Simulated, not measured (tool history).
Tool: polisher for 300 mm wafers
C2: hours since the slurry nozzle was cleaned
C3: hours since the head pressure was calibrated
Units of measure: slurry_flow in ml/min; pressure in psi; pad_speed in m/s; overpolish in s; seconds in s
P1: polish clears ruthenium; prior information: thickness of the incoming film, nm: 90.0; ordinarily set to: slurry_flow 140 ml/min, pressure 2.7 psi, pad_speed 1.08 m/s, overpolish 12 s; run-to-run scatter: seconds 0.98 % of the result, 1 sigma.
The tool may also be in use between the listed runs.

{"run": 1, "hour": 6.4, "slurry_flow": 140, "pressure": 2.7, "pad_speed": 1.08, "overpolish": 12, "wafers polished on this pad": 563, "C2": 444.3, "C3": 166.4, "seconds": 54.793}
{"run": 2, "hour": 16.0, "slurry_flow": 190, "pressure": 2.7, "pad_speed": 1.08, "overpolish": 12, "wafers polished on this pad": 667, "C2": 453.9, "C3": 176, "seconds": 51.552}
{"run": 3, "hour": 23.5, "slurry_flow": 85, "pressure": 2.7, "pad_speed": 1.08, "overpolish": 12, "wafers polished on this pad": 748, "C2": 461.4, "C3": 183.5, "seconds": 60.521}
{"run": 4, "hour": 30.8, "slurry_flow": 140, "pressure": 2.7, "pad_speed": 1.08, "overpolish": 12, "wafers polished on this pad": 827, "C2": 468.7, "C3": 190.8, "seconds": 54.265}
{"hour": 33.9, "done": "slurry nozzle cleaned"}
{"run": 5, "hour": 40.1, "slurry_flow": 140, "pressure": 2.7, "pad_speed": 1.08, "overpolish": 22, "wafers polished on this pad": 928, "C2": 6.2, "C3": 200.1, "seconds": 54.385}
{"run": 6, "hour": 47.7, "slurry_flow": 140, "pressure": 2.7, "pad_speed": 1.08, "overpolish": 12, "wafers polished on this pad": 1010, "C2": 13.8, "C3": 207.7, "seconds": 54.624}
{"run": 7, "hour": 53.4, "slurry_flow": 195, "pressure": 2.7, "pad_speed": 1.56, "overpolish": 12, "wafers polished on this pad": 1071, "C2": 19.5, "C3": 213.4, "seconds": 35.096}
{"run": 8, "hour": 61.4, "slurry_flow": 140, "pressure": 2.7, "pad_speed": 1.08, "overpolish": 12, "wafers polished on this pad": 1158, "C2": 27.5, "C3": 221.4, "seconds": 53.754}
{"run": 9, "hour": 67.2, "slurry_flow": 140, "pressure": 2.7, "pad_speed": 1.5, "overpolish": 12, "wafers polished on this pad": 1221, "C2": 33.3, "C3": 227.2, "seconds": 39.584}
{"run": 10, "hour": 75.6, "slurry_flow": 140, "pressure": 2.7, "pad_speed": 1.08, "overpolish": 12, "wafers polished on this pad": 1311, "C2": 41.7, "C3": 235.6, "seconds": 53.785}
{"run": 11, "hour": 82.6, "slurry_flow": 140, "pressure": 2.7, "pad_speed": 1.08, "overpolish": 4, "wafers polished on this pad": 1387, "C2": 48.7, "C3": 242.6, "seconds": 54.137}
{"run": 12, "hour": 88.4, "slurry_flow": 140, "pressure": 1.5, "pad_speed": 1.08, "overpolish": 12, "wafers polished on this pad": 1450, "C2": 54.5, "C3": 248.4, "seconds": 97.23}
{"run": 13, "hour": 98.8, "slurry_flow": 140, "pressure": 3.5, "pad_speed": 0.64, "overpolish": 12, "wafers polished on this pad": 1562, "C2": 64.9, "C3": 258.8, "seconds": 70.243}
{"run": 14, "hour": 109.2, "slurry_flow": 140, "pressure": 4, "pad_speed": 1.08, "overpolish": 12, "wafers polished on this pad": 1674, "C2": 75.3, "C3": 269.2, "seconds": 36.065}
{"run": 15, "hour": 116.6, "slurry_flow": 140, "pressure": 2, "pad_speed": 1.08, "overpolish": 22, "wafers polished on this pad": 1754, "C2": 82.7, "C3": 276.6, "seconds": 73.136}
{"run": 16, "hour": 124.9, "slurry_flow": 140, "pressure": 2.7, "pad_speed": 0.52, "overpolish": 12, "wafers polished on this pad": 1844, "C2": 91, "C3": 284.9, "seconds": 111.16}
{"run": 17, "hour": 131.7, "slurry_flow": 140, "pressure": 2.7, "pad_speed": 1.08, "overpolish": 12, "wafers polished on this pad": 1918, "C2": 97.8, "C3": 291.7, "seconds": 53.738}
{"run": 18, "hour": 138.5, "slurry_flow": 140, "pressure": 2.7, "pad_speed": 1.08, "overpolish": 12, "wafers polished on this pad": 1991, "C2": 104.6, "C3": 298.5, "seconds": 53.217}
{"run": 19, "hour": 144.0, "slurry_flow": 140, "pressure": 2.7, "pad_speed": 1.08, "overpolish": 12, "wafers polished on this pad": 2051, "C2": 110.1, "C3": 304, "seconds": 53.736}
{"run": 20, "hour": 149.3, "slurry_flow": 140, "pressure": 2.7, "pad_speed": 1.08, "overpolish": 12, "wafers polished on this pad": 2108, "C2": 115.4, "C3": 309.3, "seconds": 55.272}

Run 21, settings as shown, results not yet in. Your forecast:
{"run": 21, "hour": 154.3, "slurry_flow": 140, "pressure": 2.7, "pad_speed": 1.08, "overpolish": 12, "wafers polished on this pad": 2162, "C2": 120.4, "C3": 314.3, "seconds": "?"}

{"run 21": {"seconds": 56.433}}

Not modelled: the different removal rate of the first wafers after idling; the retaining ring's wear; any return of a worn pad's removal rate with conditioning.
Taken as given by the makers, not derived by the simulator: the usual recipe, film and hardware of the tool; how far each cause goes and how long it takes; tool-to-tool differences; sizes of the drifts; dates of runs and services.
